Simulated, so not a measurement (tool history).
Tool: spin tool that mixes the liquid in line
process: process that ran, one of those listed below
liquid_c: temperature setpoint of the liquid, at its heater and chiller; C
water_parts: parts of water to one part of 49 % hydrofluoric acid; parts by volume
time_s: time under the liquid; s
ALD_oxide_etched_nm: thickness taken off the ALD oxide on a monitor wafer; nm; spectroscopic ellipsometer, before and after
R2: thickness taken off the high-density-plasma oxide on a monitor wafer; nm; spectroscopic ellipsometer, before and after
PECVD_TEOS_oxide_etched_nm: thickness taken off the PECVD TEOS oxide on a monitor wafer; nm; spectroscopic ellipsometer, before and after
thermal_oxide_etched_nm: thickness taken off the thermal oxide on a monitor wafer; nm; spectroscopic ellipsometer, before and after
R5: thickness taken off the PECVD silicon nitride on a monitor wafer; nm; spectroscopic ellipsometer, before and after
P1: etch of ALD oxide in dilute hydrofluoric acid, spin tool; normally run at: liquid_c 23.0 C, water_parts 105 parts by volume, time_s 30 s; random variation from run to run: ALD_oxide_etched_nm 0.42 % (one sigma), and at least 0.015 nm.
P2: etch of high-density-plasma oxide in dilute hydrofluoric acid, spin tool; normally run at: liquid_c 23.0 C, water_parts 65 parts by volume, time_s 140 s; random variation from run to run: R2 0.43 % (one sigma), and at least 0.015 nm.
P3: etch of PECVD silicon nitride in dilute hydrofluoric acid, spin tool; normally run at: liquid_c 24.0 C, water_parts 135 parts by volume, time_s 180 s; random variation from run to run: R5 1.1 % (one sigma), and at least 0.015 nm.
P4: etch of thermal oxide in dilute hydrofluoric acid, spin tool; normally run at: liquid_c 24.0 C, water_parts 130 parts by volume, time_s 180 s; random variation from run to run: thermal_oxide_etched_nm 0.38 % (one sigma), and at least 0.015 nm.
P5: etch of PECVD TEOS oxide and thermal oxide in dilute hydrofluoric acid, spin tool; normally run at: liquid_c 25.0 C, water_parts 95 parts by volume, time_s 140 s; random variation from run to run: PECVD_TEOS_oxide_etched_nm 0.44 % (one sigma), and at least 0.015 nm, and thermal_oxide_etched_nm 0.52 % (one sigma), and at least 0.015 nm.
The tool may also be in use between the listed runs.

run 1 day=0.304 | process=P1 liquid_c=23.0 water_parts=105 time_s=30 | ALD_oxide_etched_nm=7.4596
run 2 day=0.775 | process=P2 liquid_c=23.0 water_parts=65 time_s=140 | R2=10.8340
run 3 day=1.046 | process=P5 liquid_c=30.5 water_parts=95 time_s=140 | PECVD_TEOS_oxide_etched_nm=16.858 thermal_oxide_etched_nm=8.6927
run 4 day=1.362 | process=P1 liquid_c=23.0 water_parts=180 time_s=30 | ALD_oxide_etched_nm=3.9923
run 5 day=1.692 | process=P1 liquid_c=23.0 water_parts=105 time_s=55 | ALD_oxide_etched_nm=13.7700
run 6 day=2.062 | process=P2 liquid_c=23.0 water_parts=65 time_s=140 | R2=10.7450
run 7 day=2.346 | process=P1 liquid_c=23.0 water_parts=105 time_s=15 | ALD_oxide_etched_nm=3.7778
run 8 day=2.633 | process=P1 liquid_c=23.0 water_parts=105 time_s=30 | ALD_oxide_etched_nm=7.4711
run 9 day=3.121 | process=P1 liquid_c=17.0 water_parts=40 time_s=30 | ALD_oxide_etched_nm=16.4960
run 10 day=3.667 | process=P1 liquid_c=18.0 water_parts=105 time_s=30 | ALD_oxide_etched_nm=6.1174
run 11 day=3.992 | process=P2 liquid_c=23.0 water_parts=95 time_s=140 | R2=7.1666
run 12 day=4.517 | process=P1 liquid_c=31.0 water_parts=150 time_s=30 | ALD_oxide_etched_nm=6.7235
run 13 day=4.767 | process=P3 liquid_c=32.5 water_parts=135 time_s=180 | R5=3.7408
run 14 day=5.171 | process=P4 liquid_c=24.0 water_parts=130 time_s=180 | thermal_oxide_etched_nm=6.5861
-- day=5.462 hydrofluoric acid flow meter replaced
run 15 day=5.721 | process=P4 liquid_c=24.0 water_parts=130 time_s=285 | thermal_oxide_etched_nm=10.4690
run 16 day=5.967 | process=P1 liquid_c=23.0 water_parts=105 time_s=30 | ALD_oxide_etched_nm=7.4381
run 17 day=6.412 | process=P2 liquid_c=17.0 water_parts=65 time_s=140 | R2=8.4639
run 18 day=6.688 | process=P4 liquid_c=24.0 water_parts=130 time_s=180 | thermal_oxide_etched_nm=6.5575
run 19 day=6.983 | process=P5 liquid_c=25.0 water_parts=95 time_s=140 | PECVD_TEOS_oxide_etched_nm=13.529 thermal_oxide_etched_nm=7.1231
run 20 day=7.308 | process=P1 liquid_c=17.0 water_parts=105 time_s=50 | ALD_oxide_etched_nm=9.7814
run 21 day=7.862 | process=P2 liquid_c=23.0 water_parts=65 time_s=265 | R2=20.3800
run 22 day=8.392 | process=P3 liquid_c=24.0 water_parts=135 time_s=180 | R5=2.1834
run 23 day=8.650 | process=P4 liquid_c=24.0 water_parts=30 time_s=180 | thermal_oxide_etched_nm=32.3820
run 24 day=9.012 | process=P1 liquid_c=23.0 water_parts=105 time_s=30 | ALD_oxide_etched_nm=7.5447
run 25 day=9.408 | process=P4 liquid_c=17.5 water_parts=130 time_s=180 | thermal_oxide_etched_nm=5.1111

Run 26 comes next. What will it give?
run 26 day=9.767 | process=P1 liquid_c=23.0 water_parts=105 time_s=30 | ALD_oxide_etched_nm=?

ALD_oxide_etched_nm: 7.5392 nm
